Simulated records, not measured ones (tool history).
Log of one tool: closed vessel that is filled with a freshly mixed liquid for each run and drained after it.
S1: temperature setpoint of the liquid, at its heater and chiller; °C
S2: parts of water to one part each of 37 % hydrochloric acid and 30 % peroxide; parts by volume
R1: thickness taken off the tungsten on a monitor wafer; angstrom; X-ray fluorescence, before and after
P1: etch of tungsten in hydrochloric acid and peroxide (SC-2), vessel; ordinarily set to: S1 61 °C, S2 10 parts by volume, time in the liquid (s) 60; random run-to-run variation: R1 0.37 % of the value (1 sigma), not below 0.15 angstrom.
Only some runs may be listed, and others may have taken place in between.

run 1 day=0.171 | S1=61 S2=10 time_in_the_liquid_(s)=60 | R1=247.26
run 2 day=0.375 | S1=61 S2=10 time_in_the_liquid_(s)=110 | R1=456.86
run 3 day=0.475 | S1=61 S2=4 time_in_the_liquid_(s)=60 | R1=499.29
run 4 day=0.592 | S1=61 S2=10 time_in_the_liquid_(s)=60 | R1=250.54
run 5 day=0.804 | S1=71.5 S2=10 time_in_the_liquid_(s)=60 | R1=470.37
run 6 day=0.921 | S1=61 S2=10 time_in_the_liquid_(s)=60 | R1=250.16
-- day=0.992 thermometer replaced
run 7 day=1.021 | S1=61 S2=4 time_in_the_liquid_(s)=30 | R1=250.73
run 8 day=1.196 | S1=61 S2=10 time_in_the_liquid_(s)=60 | R1=248.93
run 9 day=1.421 | S1=61 S2=10 time_in_the_liquid_(s)=30 | R1=124.42
run 10 day=1.638 | S1=61 S2=10 time_in_the_liquid_(s)=60 | R1=249.51
-- day=1.746 chemicals flow meter replaced
run 11 day=1.8 | S1=61 S2=16.5 time_in_the_liquid_(s)=60 | R1=161.61
run 12 day=1.904 | S1=46.5 S2=10 time_in_the_liquid_(s)=60 | R1=97.046
run 13 day=2.004 | S1=61 S2=10 time_in_the_liquid_(s)=60 | R1=248.81
run 14 day=2.129 | S1=61 S2=10 time_in_the_liquid_(s)=60 | R1=239.1
run 15 day=2.279 | S1=61 S2=10 time_in_the_liquid_(s)=60 | R1=234.43
-- day=2.408 new drum of peroxide connected
run 16 day=2.471 | S1=61 S2=10 time_in_the_liquid_(s)=60 | R1=229.82
run 17 day=2.608 | S1=61 S2=10 time_in_the_liquid_(s)=60 | R1=228.95
run 18 day=2.762 | S1=61 S2=10 time_in_the_liquid_(s)=60 | R1=226.61
run 19 day=2.929 | S1=61 S2=10 time_in_the_liquid_(s)=60 | R1=227.45
run 20 day=3.067 | S1=61 S2=10 time_in_the_liquid_(s)=60 | R1=227.34

The output of P1 has drifted from where it used to be. Each of the 2 causes below, taken at the size shown beside it, accounts for the log equally well:
A: liquid colder than its thermometer reads (K) = 1.5
B: chemicals flow below the setpoint (%) = 10.6
At approximately day 2.004, the process output began to creep.
What rules out each remaining cause:
peroxide weaker than its label (%): was serviced at day 2.408, once the creep was under way, yet the earlier output never came back

Each of the check runs listed below is run on 2 wafers and reports their average, with the results left as question marks. Pick the one under which the possible causes would lead to clearly different results.
run check 1 day=3.204 | S1=61 S2=16 time_in_the_liquid_(s)=105 | R1=?
run check 2 day=3.204 | S1=53 S2=10 time_in_the_liquid_(s)=100 | R1=?
run check 3 day=3.204 | S1=50.5 S2=4 time_in_the_liquid_(s)=60 | R1=?
run check 4 day=3.204 | S1=47.5 S2=15.5 time_in_the_liquid_(s)=60 | R1=?

Expected result of each check under each candidate cause:
check=check_1 result=R1 if_A=264.79 if_B=263.15
check=check_2 result=R1 if_A=225.84 if_B=226.84
check=check_3 result=R1 if_A=229.46 if_B=235.06
check=check_4 result=R1 if_A=64.207 if_B=64.348
Separation of the two closest causes in each check, using whichever result separates them best: check 1 0.62 %; check 2 0.44 %; check 3 2.41 %; check 4 0.22 %
Check 3 tells the causes apart: in the others they would give nearly the same result.

After running check 3, the following was obtained: R1 229.83 angstrom. Which cause does this point to?

The correct cause is A, namely: liquid colder than its thermometer reads (K).

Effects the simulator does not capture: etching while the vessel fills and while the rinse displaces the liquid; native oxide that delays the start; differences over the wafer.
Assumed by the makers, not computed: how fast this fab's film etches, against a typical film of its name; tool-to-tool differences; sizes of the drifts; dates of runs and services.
